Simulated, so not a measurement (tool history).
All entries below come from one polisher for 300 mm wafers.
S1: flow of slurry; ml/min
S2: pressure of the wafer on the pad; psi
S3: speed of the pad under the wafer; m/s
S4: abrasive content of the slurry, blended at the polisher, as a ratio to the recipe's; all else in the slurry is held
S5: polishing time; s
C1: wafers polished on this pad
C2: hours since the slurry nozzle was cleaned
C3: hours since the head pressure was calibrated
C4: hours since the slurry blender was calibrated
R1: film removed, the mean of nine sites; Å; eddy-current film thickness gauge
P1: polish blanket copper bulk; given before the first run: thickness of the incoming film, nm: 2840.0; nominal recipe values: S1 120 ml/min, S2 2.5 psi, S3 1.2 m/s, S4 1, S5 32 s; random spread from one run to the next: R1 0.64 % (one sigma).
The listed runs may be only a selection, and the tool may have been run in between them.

| run | hour | S1 | S2 | S3 | S4 | S5 | C1 | C2 | C3 | C4 | R1 |
|---|---|---|---|---|---|---|---|---|---|---|---|
| 1 | 5.1 | 120 | 2.5 | 1.2 | 1 | 32 | 490 | 482.8 | 354.4 | 102.9 | 3531.7 |
| 2 | 10.2 | 120 | 2.5 | 1.2 | 1.5 | 32 | 526 | 487.9 | 359.5 | 108 | 3868.3 |
| 3 | 19.1 | 120 | 2.5 | 1.2 | 1 | 32 | 588 | 496.8 | 368.4 | 116.9 | 3499.9 |
| 4 | 27.3 | 120 | 1.8 | 0.8 | 1 | 32 | 645 | 505 | 376.6 | 125.1 | 1688.1 |
| 5 | 35.1 | 120 | 2.5 | 1.2 | 1 | 47 | 699 | 512.8 | 384.4 | 132.9 | 5178.4 |
| 6 | 42.2 | 120 | 2.5 | 1.2 | 1 | 32 | 749 | 519.9 | 391.5 | 140 | 3552 |
| 7 | 51.8 | 120 | 2.5 | 1.2 | 0.55 | 32 | 816 | 529.5 | 401.1 | 149.6 | 3106.9 |
| 8 | 59.2 | 120 | 2.5 | 1.2 | 1 | 32 | 867 | 536.9 | 408.5 | 157 | 3508.7 |
| 9 | 69.9 | 120 | 2.5 | 1.2 | 1 | 17 | 942 | 547.6 | 419.2 | 167.7 | 1887 |
| 10 | 79.2 | 120 | 2.5 | 1.2 | 1 | 32 | 1006 | 556.9 | 428.5 | 177 | 3534.9 |
| 11 | 86.5 | 120 | 2.5 | 1.2 | 1.45 | 23 | 1057 | 564.2 | 435.8 | 184.3 | 2758 |
| 12 | 92.5 | 120 | 3.5 | 1.2 | 1 | 32 | 1099 | 570.2 | 441.8 | 190.3 | 4860 |
|  | 98.4 | slurry nozzle cleaned |
| 13 | 100.3 | 120 | 2.5 | 0.56 | 1 | 32 | 1153 | 1.9 | 449.6 | 198.1 | 1635.5 |
| 14 | 108.4 | 120 | 1.7 | 1.2 | 1 | 32 | 1210 | 10 | 457.7 | 206.2 | 2377.3 |
|  | 113.4 | slurry blender recalibrated |
| 15 | 116.5 | 90 | 2.5 | 1.2 | 1 | 32 | 1266 | 18.1 | 465.8 | 3.1 | 3283.4 |
| 16 | 122.2 | 120 | 2.5 | 1.2 | 1 | 32 | 1306 | 23.8 | 471.5 | 8.8 | 3498.7 |
| 17 | 128.4 | 120 | 2.5 | 1.86 | 1 | 32 | 1349 | 30 | 477.7 | 15 | 5493.2 |
| 18 | 138.1 | 170 | 2.5 | 1.2 | 1 | 32 | 1417 | 39.7 | 487.4 | 24.7 | 3734 |
| 19 | 148.7 | 120 | 2.5 | 1.2 | 1 | 32 | 1490 | 50.3 | 498 | 35.3 | 3503.8 |
| 20 | 155 | 120 | 2.5 | 1.2 | 1 | 32 | 1534 | 56.6 | 504.3 | 41.6 | 3433.3 |
| 21 | 165.8 | 120 | 2.5 | 1.2 | 1 | 32 | 1610 | 67.4 | 515.1 | 52.4 | 3272.7 |
|  | 170.7 | slurry blender recalibrated |
|  | 173.7 | worn pad replaced by a new one |
| 22 | 176.5 | 120 | 2.5 | 1.2 | 1 | 32 | 19 | 78.1 | 525.8 | 5.8 | 3204.1 |
| 23 | 187.6 | 120 | 2.5 | 1.2 | 1 | 32 | 97 | 89.2 | 536.9 | 16.9 | 3132 |
| 24 | 197.1 | 120 | 2.5 | 1.2 | 1 | 32 | 163 | 98.7 | 546.4 | 26.4 | 3113.9 |
| 25 | 203.9 | 120 | 2.5 | 1.2 | 1 | 32 | 210 | 105.5 | 553.2 | 33.2 | 3106.5 |
| 26 | 209.3 | 120 | 2.5 | 1.2 | 1 | 32 | 248 | 110.9 | 558.6 | 38.6 | 3106.4 |

Something has made what P1 gives creep away from where it was; the 2 causes below, each at its own stated size, fit the log equally well:
A: head's pressure below its setpoint, % = 11.8
B: slurry flow missing at the pad, % = 37.9
The onset of the drift is placed at about hour 148.7.
Other possible causes, and why each is ruled out:
removal rate lost through wear of the pad, %: serviced after onset, at hour 173.7, with no recovery of the prior output
abrasive missing from the slurry, %: serviced after onset, at hour 170.7, with no recovery of the prior output

Which of the check runs below tells the causes apart, meaning the causes would give it clearly different results? Each run uses 3 wafers whose results are averaged, and each result is shown as a question mark.
| check 1 | 214.7 | 120 | 1.8 | 1.66 | 1 | 32 |  |  |  |  | ? |
| check 2 | 214.7 | 165 | 2.5 | 1.46 | 1 | 32 |  |  |  |  | ? |
| check 3 | 214.7 | 120 | 2.5 | 1.2 | 1.2 | 32 |  |  |  |  | ? |
| check 4 | 214.7 | 120 | 2.5 | 1.2 | 1.45 | 44 |  |  |  |  | ? |

Check results expected under each cause:
| check | result | if A | if B |
|---|---|---|---|
| check 1 | R1 | 3092.9 | 3093.9 |
| check 2 | R1 | 4005.2 | 4132.7 |
| check 3 | R1 | 3230.4 | 3231.4 |
| check 4 | R1 | 4631.7 | 4633.2 |
Smallest distance between any two causes, each pair judged by its most separating result, in per cent: check 1 0.03 %; check 2 3.13 %; check 3 0.03 %; check 4 0.03 %
Only in check 2 would the causes give clearly different results; in the remaining checks their results would be nearly the same.

With check 2 done, the readings were: R1 4164.5 Å. Identify which of the listed causes applies.

It was cause B: slurry flow missing at the pad, %.
